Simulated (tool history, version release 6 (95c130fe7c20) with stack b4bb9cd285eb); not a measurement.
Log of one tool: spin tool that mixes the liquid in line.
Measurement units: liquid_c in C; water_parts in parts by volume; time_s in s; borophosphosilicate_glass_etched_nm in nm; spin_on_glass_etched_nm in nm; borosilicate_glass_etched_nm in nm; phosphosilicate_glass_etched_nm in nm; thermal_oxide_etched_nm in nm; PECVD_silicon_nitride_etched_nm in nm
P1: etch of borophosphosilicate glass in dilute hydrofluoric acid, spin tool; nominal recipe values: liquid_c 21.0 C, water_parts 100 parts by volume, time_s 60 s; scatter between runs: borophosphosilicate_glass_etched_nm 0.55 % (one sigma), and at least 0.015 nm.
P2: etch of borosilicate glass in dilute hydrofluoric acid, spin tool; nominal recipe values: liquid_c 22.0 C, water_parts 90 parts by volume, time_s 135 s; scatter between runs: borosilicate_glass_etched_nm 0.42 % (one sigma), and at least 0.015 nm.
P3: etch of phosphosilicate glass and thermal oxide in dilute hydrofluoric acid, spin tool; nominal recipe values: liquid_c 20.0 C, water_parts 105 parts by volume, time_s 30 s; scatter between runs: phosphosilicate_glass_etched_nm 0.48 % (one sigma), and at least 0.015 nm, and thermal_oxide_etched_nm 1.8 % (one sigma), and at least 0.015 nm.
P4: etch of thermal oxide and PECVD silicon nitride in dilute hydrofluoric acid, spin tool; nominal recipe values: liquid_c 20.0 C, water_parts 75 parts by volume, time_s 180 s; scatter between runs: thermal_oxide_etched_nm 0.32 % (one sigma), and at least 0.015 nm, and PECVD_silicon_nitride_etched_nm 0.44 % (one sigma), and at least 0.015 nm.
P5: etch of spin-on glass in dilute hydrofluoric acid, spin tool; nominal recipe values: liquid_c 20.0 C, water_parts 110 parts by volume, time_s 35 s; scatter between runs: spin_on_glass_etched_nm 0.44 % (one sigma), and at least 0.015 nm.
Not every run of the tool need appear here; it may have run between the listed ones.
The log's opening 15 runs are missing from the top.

run   hour  process  liquid_c  water_parts  time_s  hours since the thermometer was replaced  hours since the hydrofluoric acid flow meter was replaced  borophosphosilicate_glass_etched_nm  spin_on_glass_etched_nm  borosilicate_glass_etched_nm  phosphosilicate_glass_etched_nm  thermal_oxide_etched_nm  PECVD_silicon_nitride_etched_nm
 16   98.8       P5      20.0          110      65                                    1454.9                                                      630.3                                                       17.8690
 17  105.4       P3      20.0          180      30                                    1461.5                                                      636.9                                                                                                                       23.574                  0.65053
 18  110.9       P1      29.0          170      60                                    1467.0                                                      642.4                               18.028
 19  117.7       P1      21.0          100      60                                    1473.8                                                      649.2                               24.618
 20  122.3       P1      21.0          160      60                                    1478.4                                                      653.8                               14.418
 21  126.7       P4      20.0           75      50                                    1482.8                                                      658.2                                                                                                                                               2.65990                           1.3805
     132.1  -- thermometer replaced
 22  133.6       P2      30.0           90     135                                       1.6                                                      665.1                                                                                      64.216
 23  137.0       P1      21.0          100     115                                       5.0                                                      668.5                               46.872
 24  143.5       P5      28.5          110      35                                      11.5                                                      675.0                                                       13.3510
 25  149.7       P1      21.0          100      60                                      17.7                                                      681.2                               24.633
 26  156.8       P1      21.0           50      60                                      24.8                                                      688.3                               52.069
 27  161.2       P3      20.0          105      50                                      29.2                                                      692.7                                                                                                                       72.827                  1.97350
 28  165.7       P1      21.0          100      20                                      33.7                                                      697.2                                8.163
 29  172.1       P2      22.0           90     135                                      40.1                                                      703.6                                                                                      46.410
 30  178.4       P4      20.0           75     180                                      46.4                                                      709.9                                                                                                                                               9.45040                           4.8785
 31  185.9       P1      21.0          100      60                                      53.9                                                      717.4                               24.764
 32  191.7       P1      21.0          100      60                                      59.7                                                      723.2                               24.639
 33  198.0       P1      21.0          100      60                                      66.0                                                      729.5                               25.688
 34  202.3       P1      21.0          100      60                                      70.3                                                      733.8                               25.865
 35  207.0       P1      21.0          100      60                                      75.0                                                      738.5                               26.357
 36  210.4       P1      21.0          100      60                                      78.4                                                      741.9                               26.485
 37  217.7       P1      21.0          100      60                                      85.7                                                      749.2                               26.752
 38  223.5       P1      21.0          100      60                                      91.5                                                      755.0                               26.846

Expected results for the next run?
 39  229.4       P1      21.0          100      60                                      97.4                                                      760.9                                    ?

Run 39 came out at borophosphosilicate_glass_etched_nm 27.087 nm.

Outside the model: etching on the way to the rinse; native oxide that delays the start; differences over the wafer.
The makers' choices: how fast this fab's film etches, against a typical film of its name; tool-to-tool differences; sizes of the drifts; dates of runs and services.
